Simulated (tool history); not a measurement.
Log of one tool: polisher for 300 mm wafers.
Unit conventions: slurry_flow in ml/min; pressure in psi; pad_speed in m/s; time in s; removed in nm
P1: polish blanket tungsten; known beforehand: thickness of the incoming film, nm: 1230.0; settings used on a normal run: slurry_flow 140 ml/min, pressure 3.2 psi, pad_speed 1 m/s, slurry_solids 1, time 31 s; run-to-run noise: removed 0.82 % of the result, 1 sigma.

| run | hour | slurry_flow | pressure | pad_speed | slurry_solids | time | wafers polished on this pad | hours since the slurry nozzle was cleaned | hours since the head pressure was calibrated | hours since the slurry blender was calibrated | hours since the slurry got fresh peroxide | removed |
|---|---|---|---|---|---|---|---|---|---|---|---|---|
| 1 | 6.6 | 140 | 3.2 | 1 | 1 | 31 | 232 | 42 | 577.2 | 100.9 | 63.2 | 103.5 |
| 2 | 11.6 | 140 | 3.2 | 1 | 1 | 31 | 305 | 47 | 582.2 | 105.9 | 68.2 | 104.05 |
| 3 | 15.1 | 140 | 3.2 | 1.26 | 1 | 31 | 356 | 50.5 | 585.7 | 109.4 | 71.7 | 132.01 |
| 4 | 20.4 | 140 | 1.6 | 1 | 1 | 31 | 433 | 55.8 | 591 | 114.7 | 77 | 51.32 |
| 5 | 26.3 | 215 | 3.2 | 1 | 1 | 31 | 519 | 61.7 | 596.9 | 120.6 | 82.9 | 112.29 |
| 6 | 32.9 | 140 | 3.2 | 0.48 | 1 | 31 | 615 | 68.3 | 603.5 | 127.2 | 89.5 | 49.639 |
| 7 | 37.9 | 140 | 3.2 | 1 | 0.65 | 16 | 687 | 73.3 | 608.5 | 132.2 | 94.5 | 48.899 |
| 8 | 43 | 140 | 3.2 | 1 | 1 | 31 | 762 | 78.4 | 613.6 | 137.3 | 99.6 | 105.65 |
| 9 | 49.3 | 140 | 4.8 | 1 | 1 | 31 | 853 | 84.7 | 619.9 | 143.6 | 105.9 | 158.33 |
| 10 | 53.5 | 85 | 3.2 | 1 | 1 | 31 | 914 | 88.9 | 624.1 | 147.8 | 110.1 | 92.707 |
| 11 | 58 | 140 | 4.6 | 0.48 | 1 | 31 | 980 | 93.4 | 628.6 | 152.3 | 114.6 | 72.84 |
| 12 | 62.7 | 140 | 3.2 | 1 | 1.3 | 31 | 1048 | 98.1 | 633.3 | 157 | 119.3 | 110.48 |
| 13 | 68.1 | 140 | 3.2 | 1 | 1 | 20 | 1126 | 103.5 | 638.7 | 162.4 | 124.7 | 68.04 |
| 14 | 71.6 | 140 | 3.2 | 1 | 0.55 | 31 | 1177 | 107 | 642.2 | 165.9 | 128.2 | 90.888 |
| 15 | 78.3 | 140 | 3.2 | 1 | 1 | 31 | 1275 | 113.7 | 648.9 | 172.6 | 134.9 | 104.29 |
| 16 | 85 | 140 | 3.2 | 1 | 1 | 49 | 1372 | 120.4 | 655.6 | 179.3 | 141.6 | 165.03 |
|  | 86.9 | worn pad replaced by a new one |
| 17 | 91.2 | 140 | 3.2 | 1 | 1 | 31 | 63 | 126.6 | 661.8 | 185.5 | 147.8 | 103.44 |
| 18 | 98 | 140 | 3.2 | 1 | 1 | 31 | 161 | 133.4 | 668.6 | 192.3 | 154.6 | 104.57 |
| 19 | 102.8 | 140 | 3.2 | 1 | 1 | 31 | 231 | 138.2 | 673.4 | 197.1 | 159.4 | 99.412 |

Predict the results of run 20:
| 20 | 106.1 | 140 | 3.2 | 1 | 1 | 31 | 279 | 141.5 | 676.7 | 200.4 | 162.7 | ? |

Run 20 measured removed 99.311 nm.
